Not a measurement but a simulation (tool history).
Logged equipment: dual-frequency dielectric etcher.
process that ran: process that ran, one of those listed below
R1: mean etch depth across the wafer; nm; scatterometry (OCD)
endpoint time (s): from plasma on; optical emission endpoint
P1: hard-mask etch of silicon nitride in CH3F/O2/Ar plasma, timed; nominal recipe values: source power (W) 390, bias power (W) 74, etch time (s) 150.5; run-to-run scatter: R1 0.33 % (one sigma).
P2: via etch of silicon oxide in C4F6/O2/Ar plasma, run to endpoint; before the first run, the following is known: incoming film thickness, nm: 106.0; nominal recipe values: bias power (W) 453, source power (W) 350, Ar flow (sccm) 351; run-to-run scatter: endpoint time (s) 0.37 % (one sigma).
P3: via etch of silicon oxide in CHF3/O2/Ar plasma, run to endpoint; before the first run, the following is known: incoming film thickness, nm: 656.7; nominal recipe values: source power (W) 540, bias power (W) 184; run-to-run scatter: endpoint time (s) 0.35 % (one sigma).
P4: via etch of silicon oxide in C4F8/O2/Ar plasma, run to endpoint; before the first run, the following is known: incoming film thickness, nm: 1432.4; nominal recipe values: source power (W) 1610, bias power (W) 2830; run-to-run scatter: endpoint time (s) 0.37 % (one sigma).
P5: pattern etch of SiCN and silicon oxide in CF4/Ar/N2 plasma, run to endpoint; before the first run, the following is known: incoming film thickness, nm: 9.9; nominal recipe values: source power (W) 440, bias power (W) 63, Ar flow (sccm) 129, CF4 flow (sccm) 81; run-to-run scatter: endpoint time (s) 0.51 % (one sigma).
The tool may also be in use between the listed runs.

run 1 day=0.312 | process_that_ran=P1 source_power_(W)=390 bias_power_(W)=74 etch_time_(s)=150.5 | R1=104.16
run 2 day=0.767 | process_that_ran=P2 source_power_(W)=220 bias_power_(W)=453 Ar_flow_(sccm)=351 | endpoint_time_(s)=30.414
run 3 day=1.188 | process_that_ran=P1 source_power_(W)=390 bias_power_(W)=74 etch_time_(s)=150.5 | R1=103.83
run 4 day=1.708 | process_that_ran=P4 source_power_(W)=1610 bias_power_(W)=2830 | endpoint_time_(s)=278.4
run 5 day=1.992 | process_that_ran=P5 source_power_(W)=440 bias_power_(W)=63 Ar_flow_(sccm)=155 CF4_flow_(sccm)=81 | endpoint_time_(s)=12.839
run 6 day=2.538 | process_that_ran=P1 source_power_(W)=260 bias_power_(W)=74 etch_time_(s)=150.5 | R1=89.125
run 7 day=3.092 | process_that_ran=P4 source_power_(W)=1610 bias_power_(W)=3810 | endpoint_time_(s)=253.56
run 8 day=3.583 | process_that_ran=P2 source_power_(W)=350 bias_power_(W)=453 Ar_flow_(sccm)=448 | endpoint_time_(s)=26.495
run 9 day=4.062 | process_that_ran=P1 source_power_(W)=390 bias_power_(W)=98 etch_time_(s)=150.5 | R1=114.26
run 10 day=4.321 | process_that_ran=P1 source_power_(W)=390 bias_power_(W)=74 etch_time_(s)=206 | R1=141
run 11 day=4.854 | process_that_ran=P2 source_power_(W)=350 bias_power_(W)=319 Ar_flow_(sccm)=351 | endpoint_time_(s)=29.244
run 12 day=5.333 | process_that_ran=P5 source_power_(W)=440 bias_power_(W)=40 Ar_flow_(sccm)=129 CF4_flow_(sccm)=81 | endpoint_time_(s)=14.466
run 13 day=5.904 | process_that_ran=P5 source_power_(W)=440 bias_power_(W)=63 Ar_flow_(sccm)=129 CF4_flow_(sccm)=81 | endpoint_time_(s)=12.449
run 14 day=6.479 | process_that_ran=P1 source_power_(W)=390 bias_power_(W)=74 etch_time_(s)=150.5 | R1=103.73
run 15 day=6.854 | process_that_ran=P3 source_power_(W)=540 bias_power_(W)=141 | endpoint_time_(s)=368.93
run 16 day=7.312 | process_that_ran=P1 source_power_(W)=540 bias_power_(W)=74 etch_time_(s)=119.5 | R1=93.024
run 17 day=7.638 | process_that_ran=P1 source_power_(W)=390 bias_power_(W)=100 etch_time_(s)=208.5 | R1=160
run 18 day=7.975 | process_that_ran=P4 source_power_(W)=1610 bias_power_(W)=2830 | endpoint_time_(s)=281.16
run 19 day=8.346 | process_that_ran=P3 source_power_(W)=540 bias_power_(W)=184 | endpoint_time_(s)=337.05
run 20 day=8.675 | process_that_ran=P3 source_power_(W)=540 bias_power_(W)=184 | endpoint_time_(s)=336.36
run 21 day=9.121 | process_that_ran=P2 source_power_(W)=350 bias_power_(W)=453 Ar_flow_(sccm)=351 | endpoint_time_(s)=25.653
run 22 day=9.375 | process_that_ran=P5 source_power_(W)=440 bias_power_(W)=63 Ar_flow_(sccm)=129 CF4_flow_(sccm)=111 | endpoint_time_(s)=11.818
run 23 day=9.696 | process_that_ran=P1 source_power_(W)=390 bias_power_(W)=55 etch_time_(s)=150.5 | R1=94.01
run 24 day=9.992 | process_that_ran=P3 source_power_(W)=750 bias_power_(W)=184 | endpoint_time_(s)=296.33
run 25 day=10.408 | process_that_ran=P1 source_power_(W)=390 bias_power_(W)=74 etch_time_(s)=150.5 | R1=103.89
run 26 day=10.812 | process_that_ran=P1 source_power_(W)=390 bias_power_(W)=74 etch_time_(s)=150.5 | R1=104
run 27 day=11.275 | process_that_ran=P1 source_power_(W)=540 bias_power_(W)=74 etch_time_(s)=150.5 | R1=118.05
run 28 day=11.708 | process_that_ran=P4 source_power_(W)=1180 bias_power_(W)=2830 | endpoint_time_(s)=314.78
run 29 day=12.212 | process_that_ran=P5 source_power_(W)=320 bias_power_(W)=63 Ar_flow_(sccm)=129 CF4_flow_(sccm)=81 | endpoint_time_(s)=16.335
run 30 day=12.517 | process_that_ran=P1 source_power_(W)=390 bias_power_(W)=74 etch_time_(s)=102 | R1=70.533
run 31 day=12.85 | process_that_ran=P1 source_power_(W)=390 bias_power_(W)=74 etch_time_(s)=150.5 | R1=104.07
run 32 day=13.371 | process_that_ran=P1 source_power_(W)=390 bias_power_(W)=74 etch_time_(s)=150.5 | R1=104.15
run 33 day=13.921 | process_that_ran=P1 source_power_(W)=390 bias_power_(W)=74 etch_time_(s)=150.5 | R1=104.9
-- day=14.212 wet clean of the chamber
run 34 day=14.458 | process_that_ran=P1 source_power_(W)=390 bias_power_(W)=74 etch_time_(s)=150.5 | R1=105.17
run 35 day=14.779 | process_that_ran=P1 source_power_(W)=390 bias_power_(W)=74 etch_time_(s)=150.5 | R1=104.7
run 36 day=15.117 | process_that_ran=P1 source_power_(W)=390 bias_power_(W)=74 etch_time_(s)=150.5 | R1=105.48
run 37 day=15.421 | process_that_ran=P1 source_power_(W)=390 bias_power_(W)=74 etch_time_(s)=150.5 | R1=104.62
run 38 day=15.896 | process_that_ran=P1 source_power_(W)=390 bias_power_(W)=74 etch_time_(s)=150.5 | R1=105.44

P1 has crept away from where it was. The log is fitted equally well by each of these 2 causes, at the sizes shown:
A: bias power that arrives over what is set, % = 4.81
B: source power that arrives over what is set, % = 4.41
Onset of the creep was near day 12.85.
Excluded causes, each with its reason:
chamber walls in a state that raises the etch rate, %: serviced at day 14.212, after the change had begun; the process did not return to its earlier output

The list below offers 4 check runs, each averaging the results of 3 wafers, and shows each result as a question mark. For which of them would the listed causes give clearly different results?
run check 1 day=16.371 | process_that_ran=P2 source_power_(W)=230 bias_power_(W)=453 Ar_flow_(sccm)=431 | endpoint_time_(s)=?
run check 2 day=16.371 | process_that_ran=P4 source_power_(W)=1610 bias_power_(W)=3667 | endpoint_time_(s)=?
run check 3 day=16.371 | process_that_ran=P3 source_power_(W)=540 bias_power_(W)=154 | endpoint_time_(s)=?
run check 4 day=16.371 | process_that_ran=P5 source_power_(W)=440 bias_power_(W)=63 Ar_flow_(sccm)=129 CF4_flow_(sccm)=101 | endpoint_time_(s)=?

Predicted outcomes, by check and by cause:
check=check_1 result=endpoint_time_(s) if_A=30.149 if_B=30.209
check=check_2 result=endpoint_time_(s) if_A=252.68 if_B=252.39
check=check_3 result=endpoint_time_(s) if_A=352.61 if_B=352.21
check=check_4 result=endpoint_time_(s) if_A=11.802 if_B=11.533
Minimum pairwise separation of causes per check, each pair taken at its best-separating result: check 1 0.2 %; check 2 0.12 %; check 3 0.11 %; check 4 2.31 %
The causes can be told apart only by check 4. The other checks would give nearly the same results under each of them.

Running check 4 produced the following: endpoint time (s) 11.528. Which one of the listed causes fits?

B is the cause: source power that arrives over what is set, %.
